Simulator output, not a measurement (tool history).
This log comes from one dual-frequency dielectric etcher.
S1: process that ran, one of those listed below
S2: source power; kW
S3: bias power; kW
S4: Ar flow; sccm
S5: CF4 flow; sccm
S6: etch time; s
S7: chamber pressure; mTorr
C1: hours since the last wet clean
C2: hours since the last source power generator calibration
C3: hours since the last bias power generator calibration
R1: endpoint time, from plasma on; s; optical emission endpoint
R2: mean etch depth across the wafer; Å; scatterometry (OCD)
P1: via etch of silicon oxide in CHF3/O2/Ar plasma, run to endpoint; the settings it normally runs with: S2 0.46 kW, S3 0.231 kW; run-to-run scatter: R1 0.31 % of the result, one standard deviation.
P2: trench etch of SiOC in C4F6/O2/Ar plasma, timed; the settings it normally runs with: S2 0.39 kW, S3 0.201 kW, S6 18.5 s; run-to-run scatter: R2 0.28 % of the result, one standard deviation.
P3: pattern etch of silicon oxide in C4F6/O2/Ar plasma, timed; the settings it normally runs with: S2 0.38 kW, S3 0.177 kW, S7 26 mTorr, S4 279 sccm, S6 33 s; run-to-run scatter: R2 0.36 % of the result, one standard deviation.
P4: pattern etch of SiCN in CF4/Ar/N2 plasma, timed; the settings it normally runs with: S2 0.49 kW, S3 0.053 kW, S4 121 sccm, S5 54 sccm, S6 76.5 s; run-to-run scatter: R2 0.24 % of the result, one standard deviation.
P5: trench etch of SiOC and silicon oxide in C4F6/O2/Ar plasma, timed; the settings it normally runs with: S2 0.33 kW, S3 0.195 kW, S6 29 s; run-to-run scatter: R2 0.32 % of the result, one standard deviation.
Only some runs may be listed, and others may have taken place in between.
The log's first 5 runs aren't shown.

| run | day | S1 | S2 | S3 | S4 | S5 | S6 | S7 | C1 | C2 | C3 | R1 | R2 |
|---|---|---|---|---|---|---|---|---|---|---|---|---|---|
| 6 | 2.862 | P3 | 0.38 | 0.177 | 279 |  | 46.5 | 26 | 272.3 | 1477.5 | 885.6 |  | 1448.8 |
| 7 | 3.346 | P5 | 0.33 | 0.195 |  |  | 29 |  | 283.9 | 1489.1 | 897.2 |  | 551.08 |
| 8 | 3.821 | P1 | 0.35 | 0.231 |  |  |  |  | 295.3 | 1500.5 | 908.6 | 231.93 |  |
| 9 | 4.238 | P1 | 0.46 | 0.324 |  |  |  |  | 305.3 | 1510.5 | 918.6 | 184.27 |  |
| 10 | 4.508 | P2 | 0.27 | 0.201 |  |  | 18.5 |  | 311.8 | 1517 | 925.1 |  | 351.07 |
| 11 | 4.792 | P1 | 0.46 | 0.231 |  |  |  |  | 318.6 | 1523.8 | 931.9 | 208.99 |  |
| 12 | 5.321 | P4 | 0.49 | 0.053 | 121 | 54 | 76.5 |  | 331.3 | 1536.5 | 944.6 |  | 583.9 |
| 13 | 5.642 | P3 | 0.54 | 0.177 | 279 |  | 33 | 26 | 339 | 1544.2 | 952.3 |  | 1178.9 |
| 14 | 6.112 | P4 | 0.49 | 0.053 | 121 | 54 | 60 |  | 350.3 | 1555.5 | 963.6 |  | 458.7 |
| 15 | 6.6 | P5 | 0.23 | 0.195 |  |  | 29 |  | 362 | 1567.2 | 975.3 |  | 477.52 |
| 16 | 6.975 | P5 | 0.33 | 0.119 |  |  | 29 |  | 371 | 1576.2 | 984.3 |  | 472.58 |
| 17 | 7.525 | P1 | 0.55 | 0.231 |  |  |  |  | 384.2 | 1589.4 | 997.5 | 195.42 |  |
| 18 | 7.996 | P4 | 0.49 | 0.066 | 121 | 54 | 76.5 |  | 395.5 | 1600.7 | 1008.8 |  | 634.42 |
| 19 | 8.462 | P1 | 0.46 | 0.231 |  |  |  |  | 406.7 | 1611.9 | 1020 | 208.62 |  |
| 20 | 8.842 | P1 | 0.46 | 0.18 |  |  |  |  | 415.8 | 1621 | 1029.1 | 228.28 |  |

What will run 21 give?
| 21 | 9.412 | P4 | 0.68 | 0.053 | 121 | 54 | 76.5 |  | 429.5 | 1634.7 | 1042.8 |  | ? |

R2: 779.72 Å
